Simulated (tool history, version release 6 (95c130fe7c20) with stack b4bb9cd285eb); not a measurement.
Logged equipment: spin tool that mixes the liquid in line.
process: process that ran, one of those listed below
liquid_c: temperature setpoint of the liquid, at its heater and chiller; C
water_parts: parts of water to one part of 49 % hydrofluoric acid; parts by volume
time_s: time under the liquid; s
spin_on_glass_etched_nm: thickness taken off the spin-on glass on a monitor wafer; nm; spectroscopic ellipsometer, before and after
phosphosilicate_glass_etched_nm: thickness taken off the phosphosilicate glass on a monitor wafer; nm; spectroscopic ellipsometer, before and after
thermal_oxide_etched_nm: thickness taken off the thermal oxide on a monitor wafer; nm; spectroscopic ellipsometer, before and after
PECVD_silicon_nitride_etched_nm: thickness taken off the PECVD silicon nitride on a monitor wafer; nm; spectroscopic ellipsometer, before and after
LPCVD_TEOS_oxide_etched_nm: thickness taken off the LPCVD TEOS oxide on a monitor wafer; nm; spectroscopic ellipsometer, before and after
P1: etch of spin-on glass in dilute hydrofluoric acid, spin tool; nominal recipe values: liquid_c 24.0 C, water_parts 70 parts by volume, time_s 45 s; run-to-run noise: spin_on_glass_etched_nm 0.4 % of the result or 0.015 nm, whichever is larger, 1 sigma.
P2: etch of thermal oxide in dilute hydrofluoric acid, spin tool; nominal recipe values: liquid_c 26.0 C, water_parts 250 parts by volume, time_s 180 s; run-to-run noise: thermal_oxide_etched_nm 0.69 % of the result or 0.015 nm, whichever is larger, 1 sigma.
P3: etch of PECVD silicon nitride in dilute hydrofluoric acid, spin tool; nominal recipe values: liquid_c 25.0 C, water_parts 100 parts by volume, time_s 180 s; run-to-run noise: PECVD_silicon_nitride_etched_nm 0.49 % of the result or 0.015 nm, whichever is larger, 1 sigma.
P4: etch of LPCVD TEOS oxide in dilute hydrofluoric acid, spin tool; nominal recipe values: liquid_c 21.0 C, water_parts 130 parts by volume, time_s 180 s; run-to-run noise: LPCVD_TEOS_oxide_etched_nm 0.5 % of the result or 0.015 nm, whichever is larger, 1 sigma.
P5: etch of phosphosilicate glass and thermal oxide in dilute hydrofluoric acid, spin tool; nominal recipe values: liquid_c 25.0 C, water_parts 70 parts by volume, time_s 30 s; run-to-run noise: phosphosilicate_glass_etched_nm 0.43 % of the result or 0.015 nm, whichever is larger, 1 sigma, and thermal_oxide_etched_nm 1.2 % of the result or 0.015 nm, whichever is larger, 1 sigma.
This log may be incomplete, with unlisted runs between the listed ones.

run	hour	process	liquid_c	water_parts	time_s	hours since the thermometer was replaced	hours since the hydrofluoric acid flow meter was replaced	spin_on_glass_etched_nm	phosphosilicate_glass_etched_nm	thermal_oxide_etched_nm	PECVD_silicon_nitride_etched_nm	LPCVD_TEOS_oxide_etched_nm
1	4.4	P1	24.0	70	45	1006.5	474.2	36.297				
2	8.0	P1	24.0	35	45	1010.1	477.8	75.788				
3	10.8	P5	21.5	70	30	1012.9	480.6		32.483	1.8730		
4	16.1	P2	26.0	65	180	1018.2	485.9			15.1760		
5	21.0	P3	25.0	20	180	1023.1	490.8				28.0820	
6	24.1	P4	26.0	130	180	1026.2	493.9					33.636
7	28.6	P1	24.0	70	45	1030.7	498.4	36.335				
8	32.7	P1	29.5	115	45	1034.8	502.5	25.763				
9	35.2	P5	25.0	20	30	1037.3	505.0		140.960	8.0341		
10	38.1	P1	24.0	70	45	1040.2	507.9	36.362				
11	40.6	P4	21.0	75	180	1042.7	510.4					50.949
12	43.5	P3	20.5	100	180	1045.6	513.3				4.3410	
13	48.1	P2	26.0	250	180	1050.2	517.9			3.2101		
14	52.8	P5	25.0	70	30	1054.9	522.6		37.260	2.1826		
15	57.8	P1	27.5	70	45	1059.9	527.6	41.511				
16	61.5	P1	24.0	100	45	1063.6	531.3	24.307				
17	67.1	P4	21.0	130	310	1069.2	536.9					48.102
18	70.5	P2	26.0	250	180	1072.6	540.3			3.1800		
# hour 74.2: thermometer replaced
19	75.2	P1	24.0	25	60	1.1	545.0	143.300				
20	79.0	P2	26.0	250	335	4.9	548.8			5.8638		
21	83.4	P1	24.0	70	20	9.3	553.2	16.078				
22	88.2	P4	21.0	130	180	14.1	558.0					27.728
23	91.9	P3	25.0	100	180	17.8	561.7				5.9007	
24	95.2	P2	32.0	250	180	21.1	565.0			3.9192		

Run 25 is up next; what results do you expect?
25	100.0	P1	24.0	70	65	25.9	569.8	?				

{"run 25": {"spin_on_glass_etched_nm": 52.484}}
